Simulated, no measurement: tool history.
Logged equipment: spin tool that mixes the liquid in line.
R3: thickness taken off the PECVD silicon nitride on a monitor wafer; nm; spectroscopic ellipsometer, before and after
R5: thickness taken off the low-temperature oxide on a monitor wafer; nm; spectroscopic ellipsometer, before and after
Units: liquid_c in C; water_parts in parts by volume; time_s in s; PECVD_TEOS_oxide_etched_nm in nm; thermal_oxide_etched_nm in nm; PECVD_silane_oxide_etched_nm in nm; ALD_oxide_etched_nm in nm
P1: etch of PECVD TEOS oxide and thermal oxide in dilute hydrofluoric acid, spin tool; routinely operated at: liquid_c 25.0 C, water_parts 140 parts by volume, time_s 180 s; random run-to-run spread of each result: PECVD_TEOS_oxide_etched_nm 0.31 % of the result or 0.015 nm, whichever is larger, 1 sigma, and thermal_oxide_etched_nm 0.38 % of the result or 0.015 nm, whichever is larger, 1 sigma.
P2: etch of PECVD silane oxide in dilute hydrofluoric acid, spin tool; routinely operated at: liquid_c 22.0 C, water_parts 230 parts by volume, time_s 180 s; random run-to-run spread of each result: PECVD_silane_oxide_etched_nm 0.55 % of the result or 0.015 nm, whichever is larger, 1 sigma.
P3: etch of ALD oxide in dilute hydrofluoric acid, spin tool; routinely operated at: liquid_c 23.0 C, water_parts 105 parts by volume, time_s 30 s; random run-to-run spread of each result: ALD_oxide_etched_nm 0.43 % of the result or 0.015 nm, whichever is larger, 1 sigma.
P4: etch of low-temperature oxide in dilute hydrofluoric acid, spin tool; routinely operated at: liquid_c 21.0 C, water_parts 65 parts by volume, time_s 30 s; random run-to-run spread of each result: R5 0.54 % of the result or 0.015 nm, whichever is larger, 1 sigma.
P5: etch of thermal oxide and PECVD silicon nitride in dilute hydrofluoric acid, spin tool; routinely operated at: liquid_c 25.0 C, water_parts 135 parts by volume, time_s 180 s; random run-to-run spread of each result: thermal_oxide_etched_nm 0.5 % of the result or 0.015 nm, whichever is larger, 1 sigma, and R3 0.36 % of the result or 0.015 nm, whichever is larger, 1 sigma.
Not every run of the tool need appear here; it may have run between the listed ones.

run 1 hour=6.3 | process=P1 liquid_c=25.0 water_parts=140 time_s=180 | PECVD_TEOS_oxide_etched_nm=17.2440 thermal_oxide_etched_nm=6.29420
run 2 hour=9.8 | process=P5 liquid_c=33.0 water_parts=135 time_s=180 | thermal_oxide_etched_nm=8.68090 R3=12.4010
run 3 hour=14.0 | process=P2 liquid_c=22.0 water_parts=110 time_s=180 | PECVD_silane_oxide_etched_nm=74.539
run 4 hour=18.9 | process=P4 liquid_c=21.0 water_parts=30 time_s=30 | R5=11.7650
run 5 hour=23.3 | process=P4 liquid_c=26.0 water_parts=65 time_s=30 | R5=6.4355
run 6 hour=29.0 | process=P3 liquid_c=23.0 water_parts=105 time_s=60 | ALD_oxide_etched_nm=9.7506
run 7 hour=33.7 | process=P4 liquid_c=21.0 water_parts=65 time_s=15 | R5=2.5906
run 8 hour=38.9 | process=P5 liquid_c=25.0 water_parts=135 time_s=180 | thermal_oxide_etched_nm=6.53440 R3=7.5462
run 9 hour=45.5 | process=P1 liquid_c=25.0 water_parts=30 time_s=180 | PECVD_TEOS_oxide_etched_nm=92.8690 thermal_oxide_etched_nm=33.92300
-- hour=47.6 hydrofluoric acid flow meter replaced
run 10 hour=50.8 | process=P3 liquid_c=23.0 water_parts=145 time_s=30 | ALD_oxide_etched_nm=3.3568
run 11 hour=56.6 | process=P1 liquid_c=25.0 water_parts=190 time_s=180 | PECVD_TEOS_oxide_etched_nm=11.9840 thermal_oxide_etched_nm=4.35950
run 12 hour=59.4 | process=P1 liquid_c=20.5 water_parts=140 time_s=180 | PECVD_TEOS_oxide_etched_nm=14.4950 thermal_oxide_etched_nm=5.30520
run 13 hour=63.3 | process=P1 liquid_c=25.0 water_parts=140 time_s=180 | PECVD_TEOS_oxide_etched_nm=17.2560 thermal_oxide_etched_nm=6.29450
run 14 hour=69.4 | process=P4 liquid_c=21.0 water_parts=65 time_s=30 | R5=5.2555
run 15 hour=74.5 | process=P1 liquid_c=30.0 water_parts=140 time_s=275 | PECVD_TEOS_oxide_etched_nm=31.7690 thermal_oxide_etched_nm=11.53800
run 16 hour=79.0 | process=P1 liquid_c=25.0 water_parts=140 time_s=180 | PECVD_TEOS_oxide_etched_nm=17.2200 thermal_oxide_etched_nm=6.26970
run 17 hour=83.1 | process=P1 liquid_c=28.5 water_parts=140 time_s=180 | PECVD_TEOS_oxide_etched_nm=19.7910 thermal_oxide_etched_nm=7.14390
run 18 hour=88.6 | process=P5 liquid_c=25.0 water_parts=135 time_s=345 | thermal_oxide_etched_nm=12.51700 R3=14.5280
run 19 hour=94.4 | process=P1 liquid_c=25.0 water_parts=140 time_s=180 | PECVD_TEOS_oxide_etched_nm=17.3070 thermal_oxide_etched_nm=6.29060
run 20 hour=98.8 | process=P2 liquid_c=22.0 water_parts=230 time_s=180 | PECVD_silane_oxide_etched_nm=31.614
run 21 hour=103.0 | process=P3 liquid_c=23.0 water_parts=105 time_s=30 | ALD_oxide_etched_nm=4.9315
run 22 hour=107.1 | process=P1 liquid_c=25.0 water_parts=140 time_s=85 | PECVD_TEOS_oxide_etched_nm=8.1603 thermal_oxide_etched_nm=2.99860
run 23 hour=112.5 | process=P5 liquid_c=25.0 water_parts=60 time_s=180 | thermal_oxide_etched_nm=15.92700 R3=16.9260
run 24 hour=117.5 | process=P1 liquid_c=25.0 water_parts=240 time_s=45 | PECVD_TEOS_oxide_etched_nm=2.2676 thermal_oxide_etched_nm=0.80475
run 25 hour=120.5 | process=P1 liquid_c=21.5 water_parts=50 time_s=180 | PECVD_TEOS_oxide_etched_nm=47.0030 thermal_oxide_etched_nm=17.16900
run 26 hour=126.9 | process=P2 liquid_c=22.0 water_parts=230 time_s=65 | PECVD_silane_oxide_etched_nm=11.309
run 27 hour=130.5 | process=P1 liquid_c=25.0 water_parts=140 time_s=340 | PECVD_TEOS_oxide_etched_nm=32.6660 thermal_oxide_etched_nm=11.85800
run 28 hour=134.7 | process=P2 liquid_c=22.0 water_parts=230 time_s=180 | PECVD_silane_oxide_etched_nm=31.427
run 29 hour=141.3 | process=P3 liquid_c=30.5 water_parts=105 time_s=30 | ALD_oxide_etched_nm=6.5137
run 30 hour=145.8 | process=P2 liquid_c=17.0 water_parts=230 time_s=180 | PECVD_silane_oxide_etched_nm=25.938
run 31 hour=149.9 | process=P1 liquid_c=25.0 water_parts=140 time_s=180 | PECVD_TEOS_oxide_etched_nm=17.3150 thermal_oxide_etched_nm=6.28050
run 32 hour=156.4 | process=P1 liquid_c=25.0 water_parts=140 time_s=180 | PECVD_TEOS_oxide_etched_nm=17.9210 thermal_oxide_etched_nm=6.52510
run 33 hour=160.3 | process=P1 liquid_c=25.0 water_parts=140 time_s=180 | PECVD_TEOS_oxide_etched_nm=18.1820 thermal_oxide_etched_nm=6.65360
run 34 hour=163.3 | process=P1 liquid_c=25.0 water_parts=140 time_s=180 | PECVD_TEOS_oxide_etched_nm=18.3130 thermal_oxide_etched_nm=6.74780
run 35 hour=169.4 | process=P1 liquid_c=25.0 water_parts=140 time_s=180 | PECVD_TEOS_oxide_etched_nm=18.4380 thermal_oxide_etched_nm=6.72510
run 36 hour=175.4 | process=P1 liquid_c=25.0 water_parts=140 time_s=180 | PECVD_TEOS_oxide_etched_nm=18.6100 thermal_oxide_etched_nm=6.79980
run 37 hour=181.7 | process=P1 liquid_c=25.0 water_parts=140 time_s=180 | PECVD_TEOS_oxide_etched_nm=18.7310 thermal_oxide_etched_nm=6.76640
run 38 hour=185.4 | process=P1 liquid_c=25.0 water_parts=140 time_s=180 | PECVD_TEOS_oxide_etched_nm=18.6250 thermal_oxide_etched_nm=6.84010
run 39 hour=191.6 | process=P1 liquid_c=25.0 water_parts=140 time_s=180 | PECVD_TEOS_oxide_etched_nm=18.8080 thermal_oxide_etched_nm=6.79610

What P1 gives has crept off from where it sat before. The 2 causes that follow fit the log equally well, each at the size noted:
A: hydrofluoric acid flow above the setpoint (%) = 7.32
B: liquid hotter than its thermometer reads (K) = 2.18
Creep in the process output first set in at about hour 149.9.

4 check runs are offered, one wafer each, their results left as question marks. Which one tells the causes apart?
run check 1 hour=197.8 | process=P3 liquid_c=23.0 water_parts=140 time_s=50 | ALD_oxide_etched_nm=?
run check 2 hour=197.8 | process=P4 liquid_c=25.0 water_parts=65 time_s=30 | R5=?
run check 3 hour=197.8 | process=P2 liquid_c=22.0 water_parts=115 time_s=180 | PECVD_silane_oxide_etched_nm=?
run check 4 hour=197.8 | process=P5 liquid_c=32.0 water_parts=135 time_s=340 | thermal_oxide_etched_nm=? R3=?

What each check would give under each cause:
check=check_1 result=ALD_oxide_etched_nm if_A=6.3402 if_B=6.3549
check=check_2 result=R5 if_A=6.6586 if_B=6.7299
check=check_3 result=PECVD_silane_oxide_etched_nm if_A=77.177 if_B=77.682
check=check_4 result=thermal_oxide_etched_nm if_A=17.27800 if_B=17.16200
check=check_4 result=R3 if_A=23.7220 if_B=25.1590
Smallest distance between any two causes, each pair judged by its most separating result, in per cent: check 1 0.23 %; check 2 1.06 %; check 3 0.65 %; check 4 5.88 %
The other checks would show nearly matching results whichever cause is true, so check 4 is the only one that separates the causes.

Running check 4 produced the following: thermal_oxide_etched_nm 17.23100 nm; R3 25.0970 nm. Which one of the listed causes fits?

B is the cause: liquid hotter than its thermometer reads (K).
